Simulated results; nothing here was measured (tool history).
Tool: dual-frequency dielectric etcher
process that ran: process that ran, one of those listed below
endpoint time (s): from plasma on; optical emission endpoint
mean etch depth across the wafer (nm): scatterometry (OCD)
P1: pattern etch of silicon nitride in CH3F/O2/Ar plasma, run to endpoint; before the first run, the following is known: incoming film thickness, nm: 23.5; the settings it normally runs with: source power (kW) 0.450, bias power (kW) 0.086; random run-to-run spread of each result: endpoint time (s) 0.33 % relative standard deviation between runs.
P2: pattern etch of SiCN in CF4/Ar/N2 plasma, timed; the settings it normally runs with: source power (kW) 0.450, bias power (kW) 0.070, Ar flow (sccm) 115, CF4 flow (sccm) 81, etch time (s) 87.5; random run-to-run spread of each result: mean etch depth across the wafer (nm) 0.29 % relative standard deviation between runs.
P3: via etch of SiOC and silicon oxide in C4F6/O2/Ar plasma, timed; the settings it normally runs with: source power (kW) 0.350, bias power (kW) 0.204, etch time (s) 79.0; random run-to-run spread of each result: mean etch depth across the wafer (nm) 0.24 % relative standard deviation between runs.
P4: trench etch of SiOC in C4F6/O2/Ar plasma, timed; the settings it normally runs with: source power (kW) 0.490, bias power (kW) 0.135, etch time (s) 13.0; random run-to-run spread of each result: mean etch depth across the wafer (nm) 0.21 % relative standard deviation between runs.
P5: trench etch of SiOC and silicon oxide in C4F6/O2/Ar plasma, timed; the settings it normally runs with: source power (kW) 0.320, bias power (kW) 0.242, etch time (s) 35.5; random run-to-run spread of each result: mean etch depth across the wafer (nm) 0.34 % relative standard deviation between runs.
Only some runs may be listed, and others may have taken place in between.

run,hour,process that ran,source power (kW),bias power (kW),Ar flow (sccm),CF4 flow (sccm),etch time (s),hours since the last wet clean,hours since the last source power generator calibration,hours since the last bias power generator calibration,endpoint time (s),mean etch depth across the wafer (nm)
1,7.5,P1,0.450,0.086,,,,175.5,2131.9,1242.2,30.172,
2,19.8,P2,0.450,0.070,83,81,87.5,187.8,2144.2,1254.5,,80.162
3,27.1,P1,0.450,0.086,,,,195.1,2151.5,1261.8,30.163,
4,37.6,P1,0.450,0.086,,,,205.6,2162.0,1272.3,30.442,
# hour 38.4: source power generator calibrated
5,45.1,P1,0.450,0.086,,,,213.1,6.7,1279.8,30.595,
6,57.6,P3,0.350,0.152,,,79.0,225.6,19.2,1292.3,,79.826
7,68.2,P3,0.350,0.204,,,79.0,236.2,29.8,1302.9,,87.952
8,77.8,P4,0.380,0.135,,,13.0,245.8,39.4,1312.5,,24.928
9,92.0,P5,0.320,0.310,,,35.5,260.0,53.6,1326.7,,78.749
10,104.9,P1,0.370,0.115,,,,272.9,66.5,1339.6,29.397,
11,119.2,P4,0.490,0.135,,,13.0,287.2,80.8,1353.9,,27.626
12,127.6,P5,0.240,0.242,,,35.5,295.6,89.2,1362.3,,65.137
13,140.5,P1,0.290,0.086,,,,308.5,102.1,1375.2,35.748,
14,150.9,P1,0.590,0.086,,,,318.9,112.5,1385.6,27.322,
15,166.5,P1,0.450,0.086,,,,334.5,128.1,1401.2,30.325,
16,175.4,P2,0.450,0.070,115,97,87.5,343.4,137.0,1410.1,,78.363
17,183.2,P4,0.490,0.135,,,7.0,351.2,144.8,1417.9,,14.892
18,192.5,P3,0.350,0.204,,,79.0,360.5,154.1,1427.2,,87.801
19,205.7,P4,0.490,0.171,,,13.0,373.7,167.3,1440.4,,29.677
20,219.4,P2,0.540,0.070,115,81,87.5,387.4,181.0,1454.1,,89.103
21,231.9,P5,0.320,0.242,,,27.0,399.9,193.5,1466.6,,54.967
22,243.9,P3,0.230,0.204,,,79.0,411.9,205.5,1478.6,,74.533
23,253.8,P1,0.450,0.113,,,,421.8,215.4,1488.5,27.553,
24,266.9,P2,0.450,0.070,115,81,87.5,434.9,228.5,1501.6,,76.382
25,283.3,P3,0.350,0.204,,,52.0,451.3,244.9,1518.0,,57.731
26,295.5,P1,0.450,0.065,,,,463.5,257.1,1530.2,33.464,
27,306.3,P2,0.450,0.070,115,81,113.5,474.3,267.9,1541.0,,99.270
28,316.9,P5,0.320,0.242,,,35.5,484.9,278.5,1551.6,,72.497
29,324.1,P1,0.450,0.086,,,,492.1,285.7,1558.8,30.463,
30,333.8,P2,0.450,0.099,115,81,87.5,501.8,295.4,1568.5,,86.159
31,342.8,P1,0.450,0.086,,,,510.8,304.4,1577.5,30.366,
32,358.8,P1,0.450,0.086,,,,526.8,320.4,1593.5,30.652,
33,373.7,P1,0.450,0.086,,,,541.7,335.3,1608.4,30.611,
34,384.9,P1,0.450,0.086,,,,552.9,346.5,1619.6,30.655,
35,395.1,P1,0.450,0.086,,,,563.1,356.7,1629.8,30.727,
36,410.6,P1,0.450,0.086,,,,578.6,372.2,1645.3,30.863,
# hour 414.2: wet clean of the chamber
37,425.5,P1,0.450,0.086,,,,11.3,387.1,1660.2,30.885,
38,439.7,P1,0.450,0.086,,,,25.5,401.3,1674.4,30.861,
39,449.0,P1,0.450,0.086,,,,34.8,410.6,1683.7,30.921,
40,463.2,P1,0.450,0.086,,,,49.0,424.8,1697.9,30.813,
41,475.8,P1,0.450,0.086,,,,61.6,437.4,1710.5,30.911,

P1 has crept away from where it was. The log is fitted equally well by each of these 2 causes, at the sizes shown:
A: bias power that arrives under what is set, % = 4.76
B: source power that arrives under what is set, % = 4.45
The creep began at about hour 342.8.
The rest of the possible causes, and what rules out each one:
chamber walls in a state that lowers the etch rate, %: work on it at hour 414.2, done after the drift set in, did not restore what the process gave before

4 check runs are offered, one wafer each, their results left as question marks. Which one tells the causes apart?
check 1,488.4,P2,0.450,0.070,115,81,87.5,,,,,?
check 2,488.4,P5,0.320,0.242,,,35.5,,,,,?
check 3,488.4,P3,0.350,0.204,,,79.0,,,,,?
check 4,488.4,P4,0.490,0.135,,,13.0,,,,,?

How each check would come out, cause by cause:
check,result,if A,if B
check 1,mean etch depth across the wafer (nm),75.156,73.426
check 2,mean etch depth across the wafer (nm),71.273,71.218
check 3,mean etch depth across the wafer (nm),86.371,86.261
check 4,mean etch depth across the wafer (nm),27.302,27.192
How far apart the two closest causes lie, in the result that separates them most: check 1 2.33 %; check 2 0.08 %; check 3 0.13 %; check 4 0.4 %
Check 1 tells the causes apart: in the others they would give nearly the same result.

Running check 1 produced the following: mean etch depth across the wafer (nm) 74.795. Which one of the listed causes fits?

A is the cause: bias power that arrives under what is set, %.
